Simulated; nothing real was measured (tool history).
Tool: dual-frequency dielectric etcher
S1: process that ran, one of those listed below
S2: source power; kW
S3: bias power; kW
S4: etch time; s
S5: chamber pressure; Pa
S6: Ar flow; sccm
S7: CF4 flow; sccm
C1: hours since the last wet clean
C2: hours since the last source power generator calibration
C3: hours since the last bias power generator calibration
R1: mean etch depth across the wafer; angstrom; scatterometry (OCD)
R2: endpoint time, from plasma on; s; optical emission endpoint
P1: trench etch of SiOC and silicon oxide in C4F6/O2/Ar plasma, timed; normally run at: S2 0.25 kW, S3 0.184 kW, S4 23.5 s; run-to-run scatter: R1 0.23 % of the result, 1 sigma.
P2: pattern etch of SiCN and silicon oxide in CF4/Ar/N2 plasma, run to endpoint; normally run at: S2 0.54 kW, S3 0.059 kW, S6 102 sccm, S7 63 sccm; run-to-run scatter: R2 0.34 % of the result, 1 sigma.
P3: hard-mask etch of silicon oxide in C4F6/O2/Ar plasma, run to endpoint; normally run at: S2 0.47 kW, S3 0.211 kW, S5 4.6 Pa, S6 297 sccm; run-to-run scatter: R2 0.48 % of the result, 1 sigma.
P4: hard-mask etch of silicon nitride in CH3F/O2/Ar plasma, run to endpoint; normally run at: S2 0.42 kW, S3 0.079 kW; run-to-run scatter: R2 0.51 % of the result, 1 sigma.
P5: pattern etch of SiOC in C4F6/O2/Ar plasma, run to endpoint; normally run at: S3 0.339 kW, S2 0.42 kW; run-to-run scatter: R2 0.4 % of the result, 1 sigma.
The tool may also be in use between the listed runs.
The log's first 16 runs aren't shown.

{"run": 17, "hour": 150.0, "S1": "P1", "S2": 0.25, "S3": 0.184, "S4": 23.5, "C1": 374.7, "C2": 437.6, "C3": 2103.2, "R1": 375.29}
{"run": 18, "hour": 162.0, "S1": "P3", "S2": 0.47, "S3": 0.211, "S5": 4.6, "S6": 195, "C1": 386.7, "C2": 449.6, "C3": 2115.2, "R2": 41.843}
{"run": 19, "hour": 171.0, "S1": "P5", "S2": 0.42, "S3": 0.339, "C1": 395.7, "C2": 458.6, "C3": 2124.2, "R2": 12.044}
{"run": 20, "hour": 179.0, "S1": "P2", "S2": 0.54, "S3": 0.082, "S6": 102, "S7": 63, "C1": 403.7, "C2": 466.6, "C3": 2132.2, "R2": 10.044}
{"run": 21, "hour": 191.1, "S1": "P4", "S2": 0.42, "S3": 0.101, "C1": 415.8, "C2": 478.7, "C3": 2144.3, "R2": 45.457}
{"run": 22, "hour": 199.1, "S1": "P1", "S2": 0.18, "S3": 0.184, "S4": 23.5, "C1": 423.8, "C2": 486.7, "C3": 2152.3, "R1": 333.4}
{"run": 23, "hour": 207.5, "S1": "P2", "S2": 0.66, "S3": 0.059, "S6": 102, "S7": 63, "C1": 432.2, "C2": 495.1, "C3": 2160.7, "R2": 9.3658}
{"run": 24, "hour": 219.2, "S1": "P1", "S2": 0.25, "S3": 0.184, "S4": 35, "C1": 443.9, "C2": 506.8, "C3": 2172.4, "R1": 563.16}
{"run": 25, "hour": 229.8, "S1": "P1", "S2": 0.25, "S3": 0.121, "S4": 23.5, "C1": 454.5, "C2": 517.4, "C3": 2183, "R1": 330.49}
{"run": 26, "hour": 240.9, "S1": "P1", "S2": 0.25, "S3": 0.249, "S4": 23.5, "C1": 465.6, "C2": 528.5, "C3": 2194.1, "R1": 417.45}
{"run": 27, "hour": 251.0, "S1": "P5", "S2": 0.33, "S3": 0.339, "C1": 475.7, "C2": 538.6, "C3": 2204.2, "R2": 13.155}
{"run": 28, "hour": 260.7, "S1": "P1", "S2": 0.25, "S3": 0.184, "S4": 23.5, "C1": 485.4, "C2": 548.3, "C3": 2213.9, "R1": 376.18}
{"run": 29, "hour": 272.0, "S1": "P1", "S2": 0.25, "S3": 0.184, "S4": 23.5, "C1": 496.7, "C2": 559.6, "C3": 2225.2, "R1": 376.64}
{"run": 30, "hour": 277.7, "S1": "P1", "S2": 0.25, "S3": 0.184, "S4": 23.5, "C1": 502.4, "C2": 565.3, "C3": 2230.9, "R1": 374.23}
{"run": 31, "hour": 287.4, "S1": "P1", "S2": 0.25, "S3": 0.184, "S4": 23.5, "C1": 512.1, "C2": 575, "C3": 2240.6, "R1": 372.53}

Forecast run 32:
{"hour": 299.2, "done": "wet clean of the chamber"}
{"run": 32, "hour": 299.6, "S1": "P1", "S2": 0.25, "S3": 0.184, "S4": 23.5, "C1": 0.4, "C2": 587.2, "C3": 2252.8, "R1": "?"}

Run 32 gave R1 372.48 angstrom.

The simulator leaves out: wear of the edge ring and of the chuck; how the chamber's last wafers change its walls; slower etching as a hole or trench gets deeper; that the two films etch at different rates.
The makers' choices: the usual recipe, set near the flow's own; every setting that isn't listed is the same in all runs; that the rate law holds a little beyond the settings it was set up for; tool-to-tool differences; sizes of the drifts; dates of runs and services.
